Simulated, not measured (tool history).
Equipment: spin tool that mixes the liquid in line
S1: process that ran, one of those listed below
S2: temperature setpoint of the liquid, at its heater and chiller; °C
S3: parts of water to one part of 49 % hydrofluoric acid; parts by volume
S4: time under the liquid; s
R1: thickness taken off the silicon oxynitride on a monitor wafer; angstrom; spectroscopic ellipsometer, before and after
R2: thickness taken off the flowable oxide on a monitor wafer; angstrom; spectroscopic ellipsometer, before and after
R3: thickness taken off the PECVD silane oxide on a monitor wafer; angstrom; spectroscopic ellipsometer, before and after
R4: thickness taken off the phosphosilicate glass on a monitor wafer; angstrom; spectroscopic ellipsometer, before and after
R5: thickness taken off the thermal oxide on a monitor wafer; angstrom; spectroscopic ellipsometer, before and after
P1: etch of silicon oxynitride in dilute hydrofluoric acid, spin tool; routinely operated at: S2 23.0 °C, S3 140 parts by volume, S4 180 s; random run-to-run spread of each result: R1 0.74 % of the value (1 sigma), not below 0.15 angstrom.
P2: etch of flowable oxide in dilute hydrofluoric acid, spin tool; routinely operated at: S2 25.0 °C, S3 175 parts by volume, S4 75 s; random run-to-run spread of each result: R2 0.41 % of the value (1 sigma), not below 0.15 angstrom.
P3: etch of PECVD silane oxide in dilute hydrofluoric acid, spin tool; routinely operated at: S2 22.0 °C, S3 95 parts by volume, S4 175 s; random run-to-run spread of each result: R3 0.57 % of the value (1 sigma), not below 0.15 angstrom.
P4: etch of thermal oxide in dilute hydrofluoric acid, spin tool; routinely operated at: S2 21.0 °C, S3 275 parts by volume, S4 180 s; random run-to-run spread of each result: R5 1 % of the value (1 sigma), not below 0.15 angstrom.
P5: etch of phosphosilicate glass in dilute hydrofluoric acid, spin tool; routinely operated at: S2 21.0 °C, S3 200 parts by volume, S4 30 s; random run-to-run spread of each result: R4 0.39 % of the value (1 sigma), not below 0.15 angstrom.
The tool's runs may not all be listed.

run 1 hour=17.5 | S1=P1 S2=23.0 S3=140 S4=180 | R1=29.722
run 2 hour=34.7 | S1=P1 S2=27.0 S3=140 S4=180 | R1=35.759
run 3 hour=51.0 | S1=P2 S2=25.0 S3=175 S4=75 | R2=147.89
run 4 hour=68.7 | S1=P1 S2=23.0 S3=140 S4=180 | R1=30.043
run 5 hour=84.0 | S1=P3 S2=22.0 S3=95 S4=310 | R3=951.90
run 6 hour=99.3 | S1=P2 S2=25.0 S3=30 S4=75 | R2=1032.90
run 7 hour=115.4 | S1=P5 S2=21.0 S3=360 S4=30 | R4=49.791
run 8 hour=123.6 | S1=P3 S2=22.0 S3=155 S4=175 | R3=307.31
run 9 hour=138.9 | S1=P3 S2=22.0 S3=95 S4=175 | R3=545.55
run 10 hour=152.8 | S1=P4 S2=21.0 S3=275 S4=335 | R5=45.113
run 11 hour=170.7 | S1=P1 S2=23.0 S3=140 S4=75 | R1=12.323
run 12 hour=186.3 | S1=P3 S2=22.0 S3=95 S4=175 | R3=538.08
run 13 hour=197.8 | S1=P1 S2=23.0 S3=55 S4=180 | R1=81.993
run 14 hour=215.8 | S1=P2 S2=25.0 S3=175 S4=130 | R2=257.75
run 15 hour=230.8 | S1=P1 S2=28.0 S3=35 S4=180 | R1=167.440
run 16 hour=240.4 | S1=P1 S2=18.0 S3=65 S4=180 | R1=53.501
-- hour=240.9 hydrofluoric acid flow meter replaced
run 17 hour=256.0 | S1=P5 S2=21.0 S3=200 S4=45 | R4=156.190
run 18 hour=268.4 | S1=P1 S2=23.0 S3=235 S4=180 | R1=16.419
run 19 hour=280.5 | S1=P5 S2=21.0 S3=200 S4=30 | R4=105.400
run 20 hour=296.5 | S1=P4 S2=21.0 S3=275 S4=180 | R5=24.083
run 21 hour=312.2 | S1=P1 S2=18.0 S3=140 S4=255 | R1=33.474
run 22 hour=322.6 | S1=P1 S2=23.0 S3=140 S4=305 | R1=50.955
run 23 hour=331.1 | S1=P1 S2=23.0 S3=140 S4=180 | R1=29.757
run 24 hour=346.3 | S1=P2 S2=33.0 S3=175 S4=75 | R2=196.79
-- hour=355.4 thermometer replaced
run 25 hour=356.1 | S1=P1 S2=23.0 S3=140 S4=180 | R1=30.113
run 26 hour=369.1 | S1=P1 S2=23.0 S3=140 S4=180 | R1=29.714
run 27 hour=377.7 | S1=P4 S2=27.5 S3=275 S4=180 | R5=29.896
run 28 hour=394.8 | S1=P1 S2=19.0 S3=140 S4=180 | R1=25.070
run 29 hour=404.8 | S1=P5 S2=28.0 S3=200 S4=30 | R4=134.680
run 30 hour=416.1 | S1=P3 S2=17.0 S3=95 S4=175 | R3=437.08
run 31 hour=427.3 | S1=P4 S2=21.0 S3=75 S4=180 | R5=107.420
run 32 hour=443.6 | S1=P4 S2=21.0 S3=275 S4=180 | R5=23.680
run 33 hour=457.3 | S1=P1 S2=23.0 S3=140 S4=180 | R1=30.086
run 34 hour=471.6 | S1=P1 S2=23.0 S3=140 S4=180 | R1=31.088
run 35 hour=485.6 | S1=P1 S2=23.0 S3=140 S4=180 | R1=31.668
run 36 hour=502.5 | S1=P1 S2=23.0 S3=140 S4=180 | R1=31.688
run 37 hour=515.2 | S1=P1 S2=23.0 S3=140 S4=180 | R1=31.888

Run 38 has not been measured yet. What should we expect?
run 38 hour=523.2 | S1=P1 S2=23.0 S3=140 S4=180 | R1=?

R1: 32.237 angstrom
